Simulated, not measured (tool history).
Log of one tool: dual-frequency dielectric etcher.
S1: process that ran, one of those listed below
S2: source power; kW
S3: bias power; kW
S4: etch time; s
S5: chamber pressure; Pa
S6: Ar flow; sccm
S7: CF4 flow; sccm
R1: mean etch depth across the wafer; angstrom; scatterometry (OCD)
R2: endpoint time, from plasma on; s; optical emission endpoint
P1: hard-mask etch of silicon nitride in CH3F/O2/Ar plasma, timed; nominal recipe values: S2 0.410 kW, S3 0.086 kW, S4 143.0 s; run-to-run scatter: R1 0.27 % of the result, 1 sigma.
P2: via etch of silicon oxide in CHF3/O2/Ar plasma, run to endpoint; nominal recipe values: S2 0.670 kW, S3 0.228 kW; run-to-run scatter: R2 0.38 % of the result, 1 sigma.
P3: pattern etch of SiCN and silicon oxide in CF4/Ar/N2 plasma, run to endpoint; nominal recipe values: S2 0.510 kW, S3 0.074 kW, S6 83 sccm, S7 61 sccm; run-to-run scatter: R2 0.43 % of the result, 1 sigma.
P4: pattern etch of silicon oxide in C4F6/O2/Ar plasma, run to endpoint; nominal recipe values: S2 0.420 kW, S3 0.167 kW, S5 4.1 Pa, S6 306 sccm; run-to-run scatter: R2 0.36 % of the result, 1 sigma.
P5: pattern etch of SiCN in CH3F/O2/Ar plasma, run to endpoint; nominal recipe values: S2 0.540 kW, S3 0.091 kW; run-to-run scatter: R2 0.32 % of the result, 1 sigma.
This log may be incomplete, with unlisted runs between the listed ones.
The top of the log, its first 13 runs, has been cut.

run	day	S1	S2	S3	S4	S5	S6	S7	R1	R2
14	6.033	P4	0.420	0.167		4.1	374			9.1590
15	6.625	P4	0.420	0.226		4.1	306			8.1449
16	7.192	P1	0.410	0.086	143.0				1079.80	
17	7.696	P4	0.420	0.167		5.2	306			9.2381
18	8.196	P2	0.670	0.134						339.3500
19	8.596	P1	0.410	0.086	143.0				1083.20	
20	9.025	P1	0.280	0.086	143.0				939.98	
21	9.479	P3	0.510	0.074			83	61		9.5731
22	9.779	P1	0.410	0.115	143.0				1203.90	
23	10.154	P1	0.320	0.113	143.0				1095.10	
24	10.708	P2	0.670	0.228						283.9000
25	11.067	P1	0.410	0.086	78.5				593.92	
26	11.379	P5	0.540	0.091						18.4870
27	11.946	P1	0.410	0.086	181.5				1367.80	
28	12.417	P5	0.650	0.091						17.2740
29	12.829	P1	0.410	0.086	143.0				1079.70	
30	13.162	P1	0.410	0.086	143.0				1076.80	

The next listed run, before its measurement:
31	13.700	P1	0.410	0.086	143.0				?	

R1: 1074.10 angstrom

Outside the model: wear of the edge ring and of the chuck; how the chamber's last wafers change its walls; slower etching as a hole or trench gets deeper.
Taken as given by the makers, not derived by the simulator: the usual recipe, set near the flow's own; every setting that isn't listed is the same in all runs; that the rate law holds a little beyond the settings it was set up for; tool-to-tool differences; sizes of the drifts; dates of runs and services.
